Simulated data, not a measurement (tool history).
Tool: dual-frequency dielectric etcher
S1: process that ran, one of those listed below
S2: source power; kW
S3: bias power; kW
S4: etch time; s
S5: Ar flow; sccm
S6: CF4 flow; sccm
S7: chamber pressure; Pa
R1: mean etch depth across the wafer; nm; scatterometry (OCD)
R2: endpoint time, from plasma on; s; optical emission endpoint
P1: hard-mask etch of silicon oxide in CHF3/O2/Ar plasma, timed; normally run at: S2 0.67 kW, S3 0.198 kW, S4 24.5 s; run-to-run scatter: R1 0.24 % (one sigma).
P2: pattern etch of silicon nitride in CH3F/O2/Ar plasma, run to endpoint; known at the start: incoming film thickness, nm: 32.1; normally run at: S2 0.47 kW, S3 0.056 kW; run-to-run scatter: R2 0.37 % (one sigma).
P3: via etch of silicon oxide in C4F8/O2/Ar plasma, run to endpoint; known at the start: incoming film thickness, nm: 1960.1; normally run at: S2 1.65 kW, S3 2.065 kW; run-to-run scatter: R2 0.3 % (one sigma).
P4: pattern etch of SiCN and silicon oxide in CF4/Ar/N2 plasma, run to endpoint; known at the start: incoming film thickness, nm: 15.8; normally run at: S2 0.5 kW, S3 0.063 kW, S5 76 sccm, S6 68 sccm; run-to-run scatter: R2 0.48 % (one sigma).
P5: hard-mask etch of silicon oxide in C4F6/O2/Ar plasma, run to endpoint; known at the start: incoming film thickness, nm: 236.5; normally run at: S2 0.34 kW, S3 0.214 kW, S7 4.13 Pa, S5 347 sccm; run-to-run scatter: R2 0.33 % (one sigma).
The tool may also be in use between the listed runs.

run,hour,S1,S2,S3,S4,S5,S6,S7,R1,R2
1,12,P1,0.67,0.198,24.5,,,,51.465,
2,20.1,P4,0.5,0.063,,76,68,,,17.299
3,27.9,P5,0.34,0.303,,347,,4.13,,69.437
4,35.9,P5,0.34,0.214,,347,,5.93,,81.468
5,45,P3,1.65,1.326,,,,,,474.24
6,56,P1,0.67,0.198,24.5,,,,51.765,
7,72.2,P5,0.34,0.214,,280,,4.13,,76.873
8,89.8,P1,0.67,0.198,33,,,,69.687,
9,99.9,P5,0.34,0.214,,347,,4.13,,78.079
10,115.7,P4,0.5,0.063,,76,94,,,16.516
11,131.7,P5,0.46,0.214,,347,,4.13,,70.151
12,148.1,P1,0.67,0.198,24.5,,,,51.47,
13,164.8,P4,0.5,0.063,,76,68,,,17.404
14,182.5,P2,0.47,0.056,,,,,,49.348
15,190.4,P1,0.67,0.123,24.5,,,,44.226,
16,199.2,P4,0.5,0.063,,106,68,,,18.214
17,207.4,P2,0.64,0.056,,,,,,43.642
18,215.4,P1,0.67,0.198,14.5,,,,30.445,
19,232.5,P1,0.67,0.198,24.5,,,,51.827,
20,242.4,P3,1.25,2.065,,,,,,466.6
21,251.3,P1,0.67,0.198,24.5,,,,51.401,
22,265.5,P2,0.47,0.036,,,,,,56.377
23,275.2,P1,0.67,0.254,30,,,,68.84,
24,292.6,P4,0.5,0.081,,76,68,,,16.059
25,301,P1,0.67,0.251,24.5,,,,55.905,
26,310.3,P3,1.65,2.065,,,,,,419.69
27,324.2,P1,0.51,0.198,24.5,,,,46.676,
28,340,P4,0.34,0.063,,76,68,,,24.264
29,352.8,P5,0.34,0.214,,347,,4.13,,78.512
30,366.8,P1,0.92,0.198,24.5,,,,57.982,
31,380.7,P1,0.67,0.198,24.5,,,,51.615,
32,391.8,P1,0.67,0.198,24.5,,,,51.562,
33,409.6,P1,0.67,0.198,24.5,,,,51.078,
34,427.7,P1,0.67,0.198,24.5,,,,50.927,
35,444.7,P1,0.67,0.198,24.5,,,,50.855,
# hour 449.7: wet clean of the chamber
36,461.1,P1,0.67,0.198,24.5,,,,50.949,
37,479.2,P1,0.67,0.198,24.5,,,,50.758,
38,489.8,P1,0.67,0.198,24.5,,,,50.908,
39,502.6,P1,0.67,0.198,24.5,,,,50.757,
40,520.5,P1,0.67,0.198,24.5,,,,50.959,

What P1 gives has crept away from where it was. These 2 causes fit the log equally well, each at the size given:
A: source power that arrives under what is set, % = 3.61
B: bias power that arrives under what is set, % = 4.05
The creep began at about hour 380.7.
Why every other cause is out:
chamber walls in a state that lowers the etch rate, %: serviced at hour 449.7, which brought nothing back

4 check runs are offered, each on 3 wafers whose results are averaged, their results left as question marks. Which one tells the causes apart?
check 1,538.4,P2,0.62,0.04,,,,,,?
check 2,538.4,P3,1.34,1.543,,,,,,?
check 3,538.4,P4,0.5,0.063,,76,87,,,?
check 4,538.4,P5,0.44,0.214,,281,,4.13,,?

What each check would give under each cause:
check,result,if A,if B
check 1,R2,49.499,49.336
check 2,R2,501.38,499.71
check 3,R2,17.308,16.958
check 4,R2,70.333,70.277
How far apart the two closest causes lie, in the result that separates them most: check 1 0.33 %; check 2 0.33 %; check 3 2.05 %; check 4 0.08 %
Only check 3 tells the causes apart: in the others they would give nearly the same result.

Then check 3 was run and gave: R2 17.255 s. Which cause is it?

It is A: source power that arrives under what is set, %.
